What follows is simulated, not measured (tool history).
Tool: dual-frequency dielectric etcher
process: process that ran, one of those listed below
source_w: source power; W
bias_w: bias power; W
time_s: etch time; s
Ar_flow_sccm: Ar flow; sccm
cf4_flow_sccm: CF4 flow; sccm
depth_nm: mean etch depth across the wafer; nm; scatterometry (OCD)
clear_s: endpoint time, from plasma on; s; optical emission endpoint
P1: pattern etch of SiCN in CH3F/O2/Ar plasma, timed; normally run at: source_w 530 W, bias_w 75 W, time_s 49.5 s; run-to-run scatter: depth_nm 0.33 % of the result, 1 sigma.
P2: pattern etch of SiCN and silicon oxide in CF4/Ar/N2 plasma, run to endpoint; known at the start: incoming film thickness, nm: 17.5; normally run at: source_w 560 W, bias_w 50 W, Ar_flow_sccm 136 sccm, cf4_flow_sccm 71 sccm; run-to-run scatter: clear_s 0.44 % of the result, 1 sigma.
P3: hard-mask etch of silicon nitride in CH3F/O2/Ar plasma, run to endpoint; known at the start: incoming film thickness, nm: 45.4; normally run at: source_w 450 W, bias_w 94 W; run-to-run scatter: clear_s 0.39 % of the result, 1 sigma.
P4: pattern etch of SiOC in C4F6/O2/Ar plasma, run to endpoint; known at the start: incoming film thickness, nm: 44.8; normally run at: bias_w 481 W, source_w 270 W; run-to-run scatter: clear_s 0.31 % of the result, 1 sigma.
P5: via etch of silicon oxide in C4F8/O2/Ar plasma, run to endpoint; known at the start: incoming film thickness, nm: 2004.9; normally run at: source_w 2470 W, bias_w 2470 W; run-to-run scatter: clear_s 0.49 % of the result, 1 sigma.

| run | hour | process | source_w | bias_w | time_s | Ar_flow_sccm | cf4_flow_sccm | depth_nm | clear_s |
|---|---|---|---|---|---|---|---|---|---|
| 1 | 11.8 | P1 | 530 | 75 | 49.5 |  |  | 20.895 |  |
| 2 | 23.5 | P1 | 710 | 75 | 49.5 |  |  | 23.422 |  |
| 3 | 36.6 | P1 | 420 | 75 | 67.5 |  |  | 26.165 |  |
| 4 | 52.1 | P1 | 530 | 99 | 73.5 |  |  | 34.403 |  |
| 5 | 63.3 | P1 | 530 | 75 | 30 |  |  | 12.688 |  |
| 6 | 75.3 | P3 | 450 | 130 |  |  |  |  | 51.536 |
| 7 | 86.7 | P2 | 560 | 50 |  | 136 | 49 |  | 22.013 |
| 8 | 103.8 | P1 | 530 | 102 | 49.5 |  |  | 23.414 |  |
| 9 | 114.4 | P2 | 560 | 67 |  | 136 | 71 |  | 18.691 |
| 10 | 128.6 | P2 | 560 | 50 |  | 104 | 71 |  | 19.757 |
| 11 | 137.1 | P3 | 450 | 94 |  |  |  |  | 58.33 |
| 12 | 152.4 | P5 | 2470 | 3221 |  |  |  |  | 312.89 |
| 13 | 168.5 | P2 | 790 | 50 |  | 136 | 71 |  | 15.184 |
| 14 | 181.7 | P4 | 270 | 481 |  |  |  |  | 18.038 |
| 15 | 199.8 | P1 | 530 | 75 | 49.5 |  |  | 20.934 |  |
| 16 | 216.7 | P1 | 530 | 75 | 49.5 |  |  | 20.91 |  |
| 17 | 226.7 | P2 | 560 | 50 |  | 136 | 71 |  | 20.473 |
| 18 | 237 | P1 | 530 | 75 | 49.5 |  |  | 20.922 |  |
| 19 | 252.1 | P1 | 360 | 75 | 49.5 |  |  | 18.144 |  |
| 20 | 260.7 | P3 | 320 | 94 |  |  |  |  | 66.055 |
| 21 | 278.4 | P1 | 530 | 75 | 73.5 |  |  | 31.055 |  |
| 22 | 288.3 | P4 | 370 | 481 |  |  |  |  | 16.013 |
| 23 | 302.8 | P5 | 2470 | 2470 |  |  |  |  | 341.12 |
| 24 | 314.3 | P4 | 270 | 664 |  |  |  |  | 15.823 |
| 25 | 329.8 | P1 | 530 | 44 | 49.5 |  |  | 17.506 |  |
| 26 | 340.6 | P1 | 530 | 75 | 49.5 |  |  | 20.851 |  |
| 27 | 353.6 | P1 | 420 | 75 | 33.5 |  |  | 13.001 |  |
| 28 | 367.6 | P4 | 270 | 481 |  |  |  |  | 18.08 |
| 29 | 385.4 | P1 | 530 | 75 | 49.5 |  |  | 21.033 |  |
| 30 | 393.9 | P5 | 1530 | 2470 |  |  |  |  | 414.24 |
| 31 | 409.1 | P1 | 530 | 75 | 49.5 |  |  | 21.041 |  |
| 32 | 423.9 | P1 | 530 | 75 | 49.5 |  |  | 20.978 |  |
| 33 | 439.4 | P1 | 530 | 75 | 49.5 |  |  | 21.138 |  |
| 34 | 453.3 | P1 | 530 | 75 | 49.5 |  |  | 21.226 |  |
|  | 458.4 | wet clean of the chamber |
| 35 | 462.8 | P1 | 530 | 75 | 49.5 |  |  | 21.221 |  |
| 36 | 477.7 | P1 | 530 | 75 | 49.5 |  |  | 21.29 |  |
| 37 | 488.8 | P1 | 530 | 75 | 49.5 |  |  | 21.161 |  |
| 38 | 500.8 | P1 | 530 | 75 | 49.5 |  |  | 21.321 |  |
| 39 | 509.9 | P1 | 530 | 75 | 49.5 |  |  | 21.249 |  |

What P1 gives has crept away from where it was. These 2 causes fit the log equally well, each at the size given:
A: bias power that arrives over what is set, % = 4.84
B: source power that arrives over what is set, % = 4.49
The creep began at about hour 409.1.
Why every other cause is out:
chamber walls in a state that raises the etch rate, %: serviced at hour 458.4, which brought nothing back

4 check runs are offered, each on 2 wafers whose results are averaged, their results left as question marks. Which one tells the causes apart?
| check 1 | 519 | P3 | 450 | 115 |  |  |  |  | ? |
| check 2 | 519 | P2 | 780 | 66 |  | 136 | 71 |  | ? |
| check 3 | 519 | P5 | 1770 | 2470 |  |  |  |  | ? |
| check 4 | 519 | P4 | 360 | 650 |  |  |  |  | ? |

What each check would give under each cause:
| check | result | if A | if B |
|---|---|---|---|
| check 1 | clear_s | 53.338 | 53.416 |
| check 2 | clear_s | 13.753 | 13.44 |
| check 3 | clear_s | 383.72 | 382.59 |
| check 4 | clear_s | 14.178 | 14.212 |
How far apart the two closest causes lie, in the result that separates them most: check 1 0.15 %; check 2 2.3 %; check 3 0.3 %; check 4 0.24 %
Check 2 tells the causes apart: in the others they would give nearly the same result.

Then check 2 was run and gave: clear_s 13.493 s. Which cause is it?

It is B: source power that arrives over what is set, %.
